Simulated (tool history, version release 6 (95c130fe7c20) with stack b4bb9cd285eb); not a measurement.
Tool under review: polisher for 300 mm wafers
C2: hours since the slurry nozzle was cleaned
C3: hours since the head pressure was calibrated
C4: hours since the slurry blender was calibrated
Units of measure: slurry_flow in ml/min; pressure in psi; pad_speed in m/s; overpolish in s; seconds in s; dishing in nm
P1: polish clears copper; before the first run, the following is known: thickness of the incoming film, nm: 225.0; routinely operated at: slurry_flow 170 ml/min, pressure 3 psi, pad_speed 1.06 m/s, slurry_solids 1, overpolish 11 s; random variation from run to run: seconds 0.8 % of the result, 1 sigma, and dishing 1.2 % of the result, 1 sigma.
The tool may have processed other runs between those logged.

{"run": 1, "day": 0.558, "slurry_flow": 170, "pressure": 3, "pad_speed": 1.06, "slurry_solids": 1, "overpolish": 11, "wafers polished on this pad": 977, "C2": 188.1, "C3": 369.2, "C4": 263.6, "seconds": 78.581, "dishing": 24.15}
{"run": 2, "day": 1.067, "slurry_flow": 170, "pressure": 3, "pad_speed": 1.58, "slurry_solids": 1, "overpolish": 11, "wafers polished on this pad": 1123, "C2": 200.3, "C3": 381.4, "C4": 275.8, "seconds": 51.844, "dishing": 34.132}
{"run": 3, "day": 1.704, "slurry_flow": 170, "pressure": 3, "pad_speed": 1.06, "slurry_solids": 1, "overpolish": 3, "wafers polished on this pad": 1306, "C2": 215.6, "C3": 396.7, "C4": 291.1, "seconds": 78.696, "dishing": 7.2301}
{"run": 4, "day": 2.108, "slurry_flow": 170, "pressure": 3, "pad_speed": 1.06, "slurry_solids": 1, "overpolish": 11, "wafers polished on this pad": 1422, "C2": 225.3, "C3": 406.4, "C4": 300.8, "seconds": 77.622, "dishing": 24.645}
{"run": 5, "day": 2.738, "slurry_flow": 170, "pressure": 2.3, "pad_speed": 0.48, "slurry_solids": 1, "overpolish": 11, "wafers polished on this pad": 1602, "C2": 240.4, "C3": 421.5, "C4": 315.9, "seconds": 223.01, "dishing": 9}
{"run": 6, "day": 3.392, "slurry_flow": 170, "pressure": 3, "pad_speed": 1.06, "slurry_solids": 1, "overpolish": 11, "wafers polished on this pad": 1790, "C2": 256.1, "C3": 437.2, "C4": 331.6, "seconds": 77.461, "dishing": 24.048}
{"run": 7, "day": 3.854, "slurry_flow": 170, "pressure": 3, "pad_speed": 1.06, "slurry_solids": 1, "overpolish": 11, "wafers polished on this pad": 1922, "C2": 267.2, "C3": 448.3, "C4": 342.7, "seconds": 77.826, "dishing": 24.13}
{"run": 8, "day": 4.375, "slurry_flow": 170, "pressure": 4.4, "pad_speed": 1.06, "slurry_solids": 1, "overpolish": 11, "wafers polished on this pad": 2072, "C2": 279.7, "C3": 460.8, "C4": 355.2, "seconds": 53.603, "dishing": 34.33}
{"run": 9, "day": 4.95, "slurry_flow": 170, "pressure": 3, "pad_speed": 1.06, "slurry_solids": 1.45, "overpolish": 11, "wafers polished on this pad": 2236, "C2": 293.5, "C3": 474.6, "C4": 369, "seconds": 73.383, "dishing": 25.965}
{"run": 10, "day": 5.425, "slurry_flow": 170, "pressure": 3, "pad_speed": 1.06, "slurry_solids": 0.7, "overpolish": 11, "wafers polished on this pad": 2373, "C2": 304.9, "C3": 486, "C4": 380.4, "seconds": 82.81, "dishing": 22.009}
{"run": 11, "day": 5.833, "slurry_flow": 110, "pressure": 3, "pad_speed": 1.06, "slurry_solids": 1, "overpolish": 11, "wafers polished on this pad": 2490, "C2": 314.7, "C3": 495.8, "C4": 390.2, "seconds": 84.79, "dishing": 23.005}
{"run": 12, "day": 6.517, "slurry_flow": 265, "pressure": 3, "pad_speed": 1.06, "slurry_solids": 1, "overpolish": 11, "wafers polished on this pad": 2686, "C2": 331.1, "C3": 512.2, "C4": 406.6, "seconds": 73.679, "dishing": 25.339}
{"run": 13, "day": 7.204, "slurry_flow": 170, "pressure": 3, "pad_speed": 0.56, "slurry_solids": 1, "overpolish": 11, "wafers polished on this pad": 2883, "C2": 347.6, "C3": 528.7, "C4": 423.1, "seconds": 149.19, "dishing": 13.585}
{"run": 14, "day": 7.683, "slurry_flow": 170, "pressure": 3, "pad_speed": 1.06, "slurry_solids": 1, "overpolish": 11, "wafers polished on this pad": 3020, "C2": 359.1, "C3": 540.2, "C4": 434.6, "seconds": 77.976, "dishing": 23.946}
{"run": 15, "day": 8.012, "slurry_flow": 170, "pressure": 1.6, "pad_speed": 1.06, "slurry_solids": 1, "overpolish": 11, "wafers polished on this pad": 3115, "C2": 367, "C3": 548.1, "C4": 442.5, "seconds": 147.84, "dishing": 13.434}
{"day": 8.146, "done": "head pressure recalibrated"}
{"run": 16, "day": 8.738, "slurry_flow": 170, "pressure": 3, "pad_speed": 1.06, "slurry_solids": 1, "overpolish": 22, "wafers polished on this pad": 3323, "C2": 384.4, "C3": 14.3, "C4": 459.9, "seconds": 79.017, "dishing": 43.426}

The next listed run, before its measurement:
{"run": 17, "day": 9.371, "slurry_flow": 170, "pressure": 3, "pad_speed": 1.06, "slurry_solids": 1, "overpolish": 11, "wafers polished on this pad": 3504, "C2": 399.6, "C3": 29.5, "C4": 475.1, "seconds": "?", "dishing": "?"}

{"run 17": {"seconds": 78.501, "dishing": 24.678}}

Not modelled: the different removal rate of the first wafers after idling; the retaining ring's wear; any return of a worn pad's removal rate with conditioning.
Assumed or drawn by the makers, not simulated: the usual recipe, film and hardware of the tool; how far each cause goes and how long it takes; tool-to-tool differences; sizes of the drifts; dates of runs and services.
